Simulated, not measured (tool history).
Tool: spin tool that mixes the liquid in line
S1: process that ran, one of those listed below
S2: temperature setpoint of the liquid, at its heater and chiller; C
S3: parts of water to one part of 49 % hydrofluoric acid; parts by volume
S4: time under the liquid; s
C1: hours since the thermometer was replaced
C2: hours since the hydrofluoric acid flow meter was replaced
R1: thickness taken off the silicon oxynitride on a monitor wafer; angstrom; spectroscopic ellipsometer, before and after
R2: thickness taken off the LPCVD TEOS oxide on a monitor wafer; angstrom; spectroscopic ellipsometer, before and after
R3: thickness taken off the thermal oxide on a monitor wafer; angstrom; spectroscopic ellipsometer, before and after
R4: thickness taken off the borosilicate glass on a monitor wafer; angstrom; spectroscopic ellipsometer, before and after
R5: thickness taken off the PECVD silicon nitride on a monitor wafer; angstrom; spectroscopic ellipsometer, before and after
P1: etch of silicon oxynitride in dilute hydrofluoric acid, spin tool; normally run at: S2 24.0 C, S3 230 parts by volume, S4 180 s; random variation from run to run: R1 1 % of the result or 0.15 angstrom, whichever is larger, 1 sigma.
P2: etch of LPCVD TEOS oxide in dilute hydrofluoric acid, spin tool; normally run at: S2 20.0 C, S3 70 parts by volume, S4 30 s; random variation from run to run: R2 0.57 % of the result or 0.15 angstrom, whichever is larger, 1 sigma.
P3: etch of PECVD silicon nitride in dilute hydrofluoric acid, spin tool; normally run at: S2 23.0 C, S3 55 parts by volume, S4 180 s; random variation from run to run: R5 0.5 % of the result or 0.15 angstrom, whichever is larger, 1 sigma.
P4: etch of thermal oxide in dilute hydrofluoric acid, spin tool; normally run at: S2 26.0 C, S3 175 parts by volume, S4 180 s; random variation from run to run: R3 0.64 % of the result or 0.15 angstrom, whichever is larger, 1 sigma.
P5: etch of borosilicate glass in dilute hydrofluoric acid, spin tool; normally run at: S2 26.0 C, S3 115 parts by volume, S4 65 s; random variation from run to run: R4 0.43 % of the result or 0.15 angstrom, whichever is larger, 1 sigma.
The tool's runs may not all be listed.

run     day  S1    S2   S3   S4     C1     C2        R1      R2      R3       R4      R5
  1   0.550  P1  24.0  230  180  369.4  263.6   22.5620
  2   1.054  P1  24.0  230   40  381.5  275.7    5.0121
  3   1.417  P2  20.0   70   15  390.2  284.4            31.980
  4   1.796  P2  20.0   70   30  399.3  293.5            64.836
  5   2.121  P1  24.0  230  180  407.1  301.3   22.7470
  6   2.558  P1  24.0  230  180  417.6  311.8   22.9140
  7   3.088  P4  26.0  175  180  430.3  324.5                    48.452
  8   3.662  P1  20.5  380  180  444.1  338.3   10.6590
  9   3.942  P5  26.0  115   65  450.8  345.0                            153.440
 10   4.392  P1  24.0   45  180  461.6  355.8  135.0200
 11   4.946  P1  24.0  230  180  474.9  369.1   23.0700
 12   5.396  P5  26.0  115   15  485.7  379.9                             36.001
 13   5.983  P3  23.0   55  180  499.8  394.0                                     164.86
 14   6.588  P4  26.0  175  270  514.3  408.5                    72.825
 15   7.083  P2  17.0   70   30  526.2  420.4            56.862
 16   7.542  P1  24.0  395  180  537.2  431.4   11.9730
 17   7.908  P2  20.0  120   30  546.0  440.2            35.389
 18   8.225  P3  23.0   55  365  553.6  447.8                                     330.81
 19   8.700  P5  32.5  115   65  565.0  459.2                            195.270
      8.954  -- thermometer replaced
 20   9.092  P1  20.0  230  180    3.4  468.6   19.4890
 21   9.638  P4  26.0  175  180   16.5  481.7                    47.565
 22   9.967  P1  24.0  230  180   24.4  489.6   22.1870
 23  10.512  P1  24.0   85  330   37.5  502.7  124.7000
 24  10.829  P4  26.0  295  180   45.1  510.3                    24.768
 25  11.308  P3  23.0   20  180   56.6  521.8                                     436.89
 26  11.642  P4  32.0  175  180   64.6  529.8                    60.191
 27  12.000  P1  24.0  365   70   73.2  538.4    5.0301
 28  12.488  P5  26.0   40   65   84.9  550.1                            489.620
 29  12.750  P1  24.0  230  180   91.2  556.4   22.7030
 30  13.317  P1  24.0  230  305  104.8  570.0   37.5830

Run 31 comes next. What will it give?
 31  13.758  P1  30.0  230  180  115.4  580.6   ?

{"run 31": {"R1": 28.989}}
